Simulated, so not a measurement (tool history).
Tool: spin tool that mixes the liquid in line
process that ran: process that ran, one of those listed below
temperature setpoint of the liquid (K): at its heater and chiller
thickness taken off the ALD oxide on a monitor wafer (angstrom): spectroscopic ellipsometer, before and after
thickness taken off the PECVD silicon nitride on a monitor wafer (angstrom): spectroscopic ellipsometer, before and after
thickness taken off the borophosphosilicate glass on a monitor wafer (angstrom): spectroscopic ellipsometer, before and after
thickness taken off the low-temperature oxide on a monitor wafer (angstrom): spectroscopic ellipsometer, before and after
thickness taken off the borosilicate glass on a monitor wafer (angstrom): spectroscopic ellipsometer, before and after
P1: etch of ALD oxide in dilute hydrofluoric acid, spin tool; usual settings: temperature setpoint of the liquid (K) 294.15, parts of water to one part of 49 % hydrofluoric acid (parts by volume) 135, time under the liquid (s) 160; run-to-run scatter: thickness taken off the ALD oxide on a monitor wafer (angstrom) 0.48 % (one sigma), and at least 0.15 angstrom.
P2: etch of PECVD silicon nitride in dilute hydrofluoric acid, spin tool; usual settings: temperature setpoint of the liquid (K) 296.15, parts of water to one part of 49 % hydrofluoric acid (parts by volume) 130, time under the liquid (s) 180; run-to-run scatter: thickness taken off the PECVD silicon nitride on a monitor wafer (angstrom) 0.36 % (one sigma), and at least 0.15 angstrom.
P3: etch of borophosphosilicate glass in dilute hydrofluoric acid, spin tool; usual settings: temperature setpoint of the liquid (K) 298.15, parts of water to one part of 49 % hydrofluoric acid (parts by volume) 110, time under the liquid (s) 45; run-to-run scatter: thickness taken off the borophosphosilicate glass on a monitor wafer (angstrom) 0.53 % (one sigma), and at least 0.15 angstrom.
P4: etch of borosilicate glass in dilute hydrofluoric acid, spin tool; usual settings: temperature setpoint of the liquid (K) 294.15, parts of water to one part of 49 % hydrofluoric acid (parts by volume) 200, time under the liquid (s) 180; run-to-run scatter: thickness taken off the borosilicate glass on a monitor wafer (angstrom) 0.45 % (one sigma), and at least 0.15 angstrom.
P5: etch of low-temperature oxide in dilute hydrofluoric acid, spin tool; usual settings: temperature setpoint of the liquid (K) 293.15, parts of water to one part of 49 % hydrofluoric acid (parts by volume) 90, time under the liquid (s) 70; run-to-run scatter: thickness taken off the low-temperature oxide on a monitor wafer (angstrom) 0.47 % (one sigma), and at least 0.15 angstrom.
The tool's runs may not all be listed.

run	day	process that ran	temperature setpoint of the liquid (K)	parts of water to one part of 49 % hydrofluoric acid (parts by volume)	time under the liquid (s)	thickness taken off the ALD oxide on a monitor wafer (angstrom)	thickness taken off the PECVD silicon nitride on a monitor wafer (angstrom)	thickness taken off the borophosphosilicate glass on a monitor wafer (angstrom)	thickness taken off the low-temperature oxide on a monitor wafer (angstrom)	thickness taken off the borosilicate glass on a monitor wafer (angstrom)
1	0.104	P1	294.15	135	160	301.99				
2	0.254	P2	296.15	130	305		115.59			
3	0.342	P1	294.15	135	160	302.9				
4	0.454	P1	294.15	135	305	572.47				
5	0.642	P1	294.15	135	160	302.89				
6	0.804	P1	294.15	235	160	157.11				
7	0.938	P3	298.15	110	45			109.37		
8	1.025	P1	294.15	135	160	299.25				
# day 1.067: hydrofluoric acid flow meter replaced
9	1.204	P3	298.15	110	15			35.965		
10	1.4	P3	298.15	110	45			111.08		
11	1.575	P1	294.15	135	160	301.25				
12	1.708	P5	293.15	90	125				233.56	
13	1.85	P4	294.15	200	180					213.34
14	1.938	P3	292.15	110	45			86.177		
15	2.062	P4	294.15	200	180					211.96
16	2.196	P2	296.15	230	180		38.719			
17	2.279	P5	299.15	90	70				167.02	
18	2.404	P1	294.15	70	160	624.63				
19	2.592	P4	299.15	200	180					256.75
20	2.725	P5	293.15	140	70				80.493	
21	2.862	P1	297.65	205	160	209.77				
22	2.979	P1	302.65	135	160	414.32				
23	3.121	P1	290.15	135	160	256.49				
24	3.267	P4	294.15	200	45					52.864
25	3.354	P5	293.15	90	70				131.83	
26	3.504	P1	294.15	135	160	301.52				
27	3.629	P4	294.15	310	180					124.44
28	3.812	P2	296.15	130	180		68.572			
29	3.95	P1	290.15	225	160	141.77				
30	4.071	P2	299.65	130	180		85.735			
31	4.229	P3	298.15	65	45			194.83		
32	4.4	P1	294.15	135	55	103.17				
33	4.479	P1	294.15	135	160	301.9				
34	4.592	P1	294.15	135	160	294.48				
35	4.729	P1	294.15	135	160	287.83				
36	4.871	P1	294.15	135	160	284.58				
37	5.029	P1	294.15	135	160	282.27				
38	5.171	P1	294.15	135	160	282.2				
39	5.358	P1	294.15	135	160	279.12				
40	5.529	P1	294.15	135	160	278.7				
41	5.658	P1	294.15	135	160	280.22				
42	5.771	P1	294.15	135	160	278.61				
43	5.879	P1	294.15	135	160	277.05				

What P1 gives has crept away from where it was. These 2 causes fit the log equally well, each at the size given:
A: liquid colder than its thermometer reads (K) = 1.92
B: hydrofluoric acid flow below the setpoint (%) = 6.45
The creep began at about day 4.479.

4 check runs are offered, one wafer each, their results left as question marks. Which one tells the causes apart?
check 1	5.988	P4	294.15	200	180					?
check 2	5.988	P3	298.15	110	45			?		
check 3	5.988	P2	296.15	130	180		?			
check 4	5.988	P5	293.15	90	70				?	

What each check would give under each cause:
check	result	if A	if B
check 1	thickness taken off the borosilicate glass on a monitor wafer (angstrom)	197.43	196.18
check 2	thickness taken off the borophosphosilicate glass on a monitor wafer (angstrom)	101.42	101.37
check 3	thickness taken off the PECVD silicon nitride on a monitor wafer (angstrom)	60.249	64.06
check 4	thickness taken off the low-temperature oxide on a monitor wafer (angstrom)	121.46	122.23
How far apart the two closest causes lie, in the result that separates them most: check 1 0.63 %; check 2 0.05 %; check 3 6.13 %; check 4 0.63 %
Only check 3 tells the causes apart: in the others they would give nearly the same result.

Check 3 was then run and gave: thickness taken off the PECVD silicon nitride on a monitor wafer (angstrom) 60.762. Which cause is it?

It is A: liquid colder than its thermometer reads (K).
